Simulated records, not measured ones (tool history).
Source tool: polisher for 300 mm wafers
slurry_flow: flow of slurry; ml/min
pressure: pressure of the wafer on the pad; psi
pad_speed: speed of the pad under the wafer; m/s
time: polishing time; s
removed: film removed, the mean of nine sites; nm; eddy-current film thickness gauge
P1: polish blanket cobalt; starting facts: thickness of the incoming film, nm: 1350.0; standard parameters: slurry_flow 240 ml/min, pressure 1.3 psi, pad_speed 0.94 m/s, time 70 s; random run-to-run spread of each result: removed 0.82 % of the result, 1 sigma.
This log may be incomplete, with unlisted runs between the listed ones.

{"run": 1, "day": 0.275, "slurry_flow": 240, "pressure": 1.3, "pad_speed": 0.94, "time": 70, "removed": 200.17}
{"run": 2, "day": 0.404, "slurry_flow": 240, "pressure": 1.3, "pad_speed": 0.94, "time": 94, "removed": 271.38}
{"run": 3, "day": 0.567, "slurry_flow": 240, "pressure": 1.3, "pad_speed": 0.94, "time": 70, "removed": 198.84}
{"run": 4, "day": 0.729, "slurry_flow": 240, "pressure": 1.3, "pad_speed": 0.56, "time": 95, "removed": 163.05}
{"run": 5, "day": 1.021, "slurry_flow": 240, "pressure": 1.3, "pad_speed": 1.48, "time": 70, "removed": 319.06}
{"day": 1.246, "done": "worn pad replaced by a new one"}
{"run": 6, "day": 1.279, "slurry_flow": 380, "pressure": 1.3, "pad_speed": 0.94, "time": 70, "removed": 209.2}
{"run": 7, "day": 1.433, "slurry_flow": 240, "pressure": 1.3, "pad_speed": 0.42, "time": 70, "removed": 88.89}
{"run": 8, "day": 1.662, "slurry_flow": 240, "pressure": 1.3, "pad_speed": 0.94, "time": 70, "removed": 202.35}
{"run": 9, "day": 1.804, "slurry_flow": 240, "pressure": 1.3, "pad_speed": 0.94, "time": 36, "removed": 104.53}
{"run": 10, "day": 1.958, "slurry_flow": 240, "pressure": 2.1, "pad_speed": 0.94, "time": 70, "removed": 321.42}
{"run": 11, "day": 2.112, "slurry_flow": 145, "pressure": 1.3, "pad_speed": 0.94, "time": 70, "removed": 186.42}
{"run": 12, "day": 2.396, "slurry_flow": 240, "pressure": 1.3, "pad_speed": 0.94, "time": 70, "removed": 196.5}
{"run": 13, "day": 2.662, "slurry_flow": 240, "pressure": 1.3, "pad_speed": 0.94, "time": 70, "removed": 197.42}
{"run": 14, "day": 2.829, "slurry_flow": 240, "pressure": 0.7, "pad_speed": 0.94, "time": 70, "removed": 106.3}
{"run": 15, "day": 3.017, "slurry_flow": 240, "pressure": 1.3, "pad_speed": 0.94, "time": 70, "removed": 198.56}
{"run": 16, "day": 3.212, "slurry_flow": 240, "pressure": 1.3, "pad_speed": 0.94, "time": 70, "removed": 199.52}
{"run": 17, "day": 3.479, "slurry_flow": 240, "pressure": 1.3, "pad_speed": 0.94, "time": 70, "removed": 194.5}
{"run": 18, "day": 3.762, "slurry_flow": 240, "pressure": 1.3, "pad_speed": 0.94, "time": 70, "removed": 192.22}
{"run": 19, "day": 3.988, "slurry_flow": 240, "pressure": 1.3, "pad_speed": 0.94, "time": 70, "removed": 191.17}
{"day": 4.196, "done": "worn pad replaced by a new one"}
{"run": 20, "day": 4.2, "slurry_flow": 240, "pressure": 1.3, "pad_speed": 0.94, "time": 70, "removed": 187.59}
{"run": 21, "day": 4.417, "slurry_flow": 240, "pressure": 1.3, "pad_speed": 0.94, "time": 70, "removed": 185.54}
{"run": 22, "day": 4.55, "slurry_flow": 240, "pressure": 1.3, "pad_speed": 0.94, "time": 70, "removed": 185.98}
{"run": 23, "day": 4.812, "slurry_flow": 240, "pressure": 1.3, "pad_speed": 0.94, "time": 70, "removed": 185.33}
{"run": 24, "day": 4.979, "slurry_flow": 240, "pressure": 1.3, "pad_speed": 0.94, "time": 70, "removed": 185.28}
{"run": 25, "day": 5.217, "slurry_flow": 240, "pressure": 1.3, "pad_speed": 0.94, "time": 70, "removed": 184.01}

Compared with where it was, what P1 gives has crept away. Each cause listed below fits the log as well as the rest, at the size given for it:
A: slurry flow missing at the pad, % = 39.5
B: head's pressure below its setpoint, % = 6.93
The gradual shift began around day 3.212.
Ruled out, with reasons:
removal rate lost through wear of the pad, %: was serviced at day 4.196, once the creep was under way, yet the earlier output never came back

Which of the check runs below tells the causes apart, meaning the causes would give it clearly different results? Each run uses 2 wafers whose results are averaged, and each result is shown as a question mark.
{"run": "check 1", "day": 5.454, "slurry_flow": 240, "pressure": 2.1, "pad_speed": 1.24, "time": 70, "removed": "?"}
{"run": "check 2", "day": 5.454, "slurry_flow": 240, "pressure": 1.3, "pad_speed": 1.22, "time": 70, "removed": "?"}
{"run": "check 3", "day": 5.454, "slurry_flow": 145, "pressure": 1.3, "pad_speed": 0.66, "time": 70, "removed": "?"}
{"run": "check 4", "day": 5.454, "slurry_flow": 240, "pressure": 1.7, "pad_speed": 0.94, "time": 37, "removed": "?"}

What every check run would give for each of its results, assuming each possible cause in turn:
check=check_1 result=removed if_A=396.31 if_B=396.33
check=check_2 result=removed if_A=241.38 if_B=241.39
check=check_3 result=removed if_A=116.48 if_B=121.5
check=check_4 result=removed if_A=128.55 if_B=128.56
Distance between the nearest two causes, measured in the result of the check that separates them most: check 1 0 %; check 2 0 %; check 3 4.22 %; check 4 0 %
Only check 3 tells the causes apart: in the others they would give nearly the same result.

After running check 3, the following was obtained: removed 122.26 nm. Which cause does this point to?

The correct cause is B, namely: head's pressure below its setpoint, %.
